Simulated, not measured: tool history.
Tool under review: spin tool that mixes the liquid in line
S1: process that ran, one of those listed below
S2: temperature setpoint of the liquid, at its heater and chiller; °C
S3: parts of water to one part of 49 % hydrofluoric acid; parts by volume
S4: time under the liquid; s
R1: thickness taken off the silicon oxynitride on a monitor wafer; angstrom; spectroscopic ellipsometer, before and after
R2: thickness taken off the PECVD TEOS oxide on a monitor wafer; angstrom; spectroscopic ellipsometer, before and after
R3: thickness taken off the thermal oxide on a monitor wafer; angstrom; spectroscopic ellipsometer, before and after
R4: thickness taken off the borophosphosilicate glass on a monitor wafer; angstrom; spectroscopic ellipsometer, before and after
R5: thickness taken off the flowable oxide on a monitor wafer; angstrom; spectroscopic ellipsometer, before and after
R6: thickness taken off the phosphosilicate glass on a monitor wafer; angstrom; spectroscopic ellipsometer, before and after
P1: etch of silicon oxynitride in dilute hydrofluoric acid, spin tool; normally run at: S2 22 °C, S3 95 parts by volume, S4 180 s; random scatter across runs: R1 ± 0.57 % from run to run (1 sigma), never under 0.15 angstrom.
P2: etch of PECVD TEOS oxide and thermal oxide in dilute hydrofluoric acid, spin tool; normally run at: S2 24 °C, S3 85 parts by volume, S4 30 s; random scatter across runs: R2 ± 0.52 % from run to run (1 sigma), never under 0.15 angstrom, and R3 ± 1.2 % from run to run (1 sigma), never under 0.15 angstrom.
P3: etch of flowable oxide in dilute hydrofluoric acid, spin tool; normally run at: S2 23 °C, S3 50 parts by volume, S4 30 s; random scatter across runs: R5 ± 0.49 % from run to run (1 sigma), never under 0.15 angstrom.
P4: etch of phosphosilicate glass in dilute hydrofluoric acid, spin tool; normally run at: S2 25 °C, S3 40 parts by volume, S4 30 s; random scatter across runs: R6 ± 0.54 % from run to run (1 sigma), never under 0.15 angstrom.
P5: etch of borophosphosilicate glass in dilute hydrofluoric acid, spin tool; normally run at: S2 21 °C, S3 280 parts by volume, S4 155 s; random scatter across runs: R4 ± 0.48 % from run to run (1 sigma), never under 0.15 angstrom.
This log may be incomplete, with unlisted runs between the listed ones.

run 1 day=0.754 | S1=P1 S2=22 S3=95 S4=180 | R1=73.441
run 2 day=1.158 | S1=P1 S2=22 S3=95 S4=45 | R1=18.08
run 3 day=1.917 | S1=P1 S2=22 S3=95 S4=180 | R1=73.03
run 4 day=2.458 | S1=P2 S2=24 S3=85 S4=30 | R2=59.567 R3=17.68
run 5 day=2.871 | S1=P1 S2=22 S3=95 S4=180 | R1=73.549
run 6 day=3.438 | S1=P1 S2=28 S3=95 S4=25 | R1=13.717
run 7 day=4.129 | S1=P1 S2=27.5 S3=95 S4=180 | R1=95.311
run 8 day=4.471 | S1=P2 S2=24 S3=85 S4=15 | R2=29.365 R3=8.5496
run 9 day=5.179 | S1=P5 S2=17 S3=280 S4=155 | R4=232.02
run 10 day=5.742 | S1=P3 S2=23 S3=20 S4=30 | R5=790
run 11 day=6.171 | S1=P3 S2=23 S3=50 S4=30 | R5=300.22
run 12 day=6.746 | S1=P2 S2=24 S3=20 S4=30 | R2=277.65 R3=78.886
run 13 day=7.412 | S1=P1 S2=22 S3=95 S4=180 | R1=73.856
run 14 day=8.1 | S1=P4 S2=20.5 S3=40 S4=30 | R6=660.67
run 15 day=8.442 | S1=P1 S2=22 S3=95 S4=180 | R1=72.61
run 16 day=9.162 | S1=P1 S2=17 S3=95 S4=180 | R1=57.387
run 17 day=9.804 | S1=P3 S2=23 S3=50 S4=65 | R5=653.28
run 18 day=10.396 | S1=P1 S2=22 S3=95 S4=360 | R1=146.71
run 19 day=10.829 | S1=P4 S2=25 S3=20 S4=30 | R6=1638.4
run 20 day=11.217 | S1=P3 S2=23 S3=50 S4=30 | R5=300.45
run 21 day=11.608 | S1=P1 S2=28.5 S3=95 S4=300 | R1=164.7
run 22 day=12.304 | S1=P1 S2=22 S3=155 S4=180 | R1=42.184
run 23 day=12.746 | S1=P4 S2=25 S3=40 S4=30 | R6=793.7
run 24 day=13.488 | S1=P5 S2=21 S3=450 S4=155 | R4=144.79
run 25 day=14.1 | S1=P5 S2=21 S3=280 S4=155 | R4=268.38
run 26 day=14.533 | S1=P5 S2=21 S3=280 S4=155 | R4=268.45
run 27 day=15.267 | S1=P1 S2=22 S3=95 S4=180 | R1=73.162
run 28 day=15.617 | S1=P4 S2=25 S3=40 S4=55 | R6=1447.6
run 29 day=16.279 | S1=P2 S2=17 S3=85 S4=30 | R2=44.491 R3=13.054
run 30 day=17.025 | S1=P5 S2=21 S3=280 S4=270 | R4=464.65
run 31 day=17.529 | S1=P1 S2=22 S3=20 S4=180 | R1=364.67
run 32 day=18.108 | S1=P4 S2=25 S3=40 S4=30 | R6=792.3
run 33 day=18.696 | S1=P1 S2=28 S3=95 S4=15 | R1=8.3682
run 34 day=19.1 | S1=P1 S2=22 S3=95 S4=180 | R1=72.941
run 35 day=19.512 | S1=P3 S2=27 S3=50 S4=30 | R5=352.74
run 36 day=20.238 | S1=P1 S2=22 S3=95 S4=180 | R1=72.365
run 37 day=20.588 | S1=P1 S2=22 S3=95 S4=180 | R1=75.743
run 38 day=21.067 | S1=P1 S2=22 S3=95 S4=180 | R1=78.374
run 39 day=21.596 | S1=P1 S2=22 S3=95 S4=180 | R1=79.141
run 40 day=22.175 | S1=P1 S2=22 S3=95 S4=180 | R1=79.678
run 41 day=22.729 | S1=P1 S2=22 S3=95 S4=180 | R1=80.66
run 42 day=23.258 | S1=P1 S2=22 S3=95 S4=180 | R1=80.403

The log shows P1 creeping away from where it was. Any of the 2 causes listed here, at the size stated for it, fits the log just as well as the others:
A: hydrofluoric acid flow above the setpoint (%) = 9.68
B: liquid hotter than its thermometer reads (K) = 2.08
The drift started at roughly day 20.238.

Of the 4 check runs listed below, each run on one wafer and each result written as a question mark, which would let you distinguish the listed causes because they would give clearly different results?
run check 1 day=23.788 | S1=P4 S2=25 S3=20 S4=50 | R6=?
run check 2 day=23.788 | S1=P5 S2=17 S3=280 S4=260 | R4=?
run check 3 day=23.788 | S1=P3 S2=23 S3=20 S4=30 | R5=?
run check 4 day=23.788 | S1=P2 S2=24 S3=25 S4=30 | R2=? R3=?

Check results expected under each cause:
check=check_1 result=R6 if_A=2993.8 if_B=2968.1
check=check_2 result=R4 if_A=434.34 if_B=419.4
check=check_3 result=R5 if_A=861.32 if_B=855.12
check=check_4 result=R2 if_A=240.89 if_B=238.78
check=check_4 result=R3 if_A=69.869 if_B=69.258
How far apart the two closest causes lie, in the result that separates them most: check 1 0.86 %; check 2 3.5 %; check 3 0.72 %; check 4 0.88 %
Check 2 tells the causes apart: in the others they would give nearly the same result.

Here is what check 2 returned: R4 434.7 angstrom. Which cause is it?

It is A: hydrofluoric acid flow above the setpoint (%).
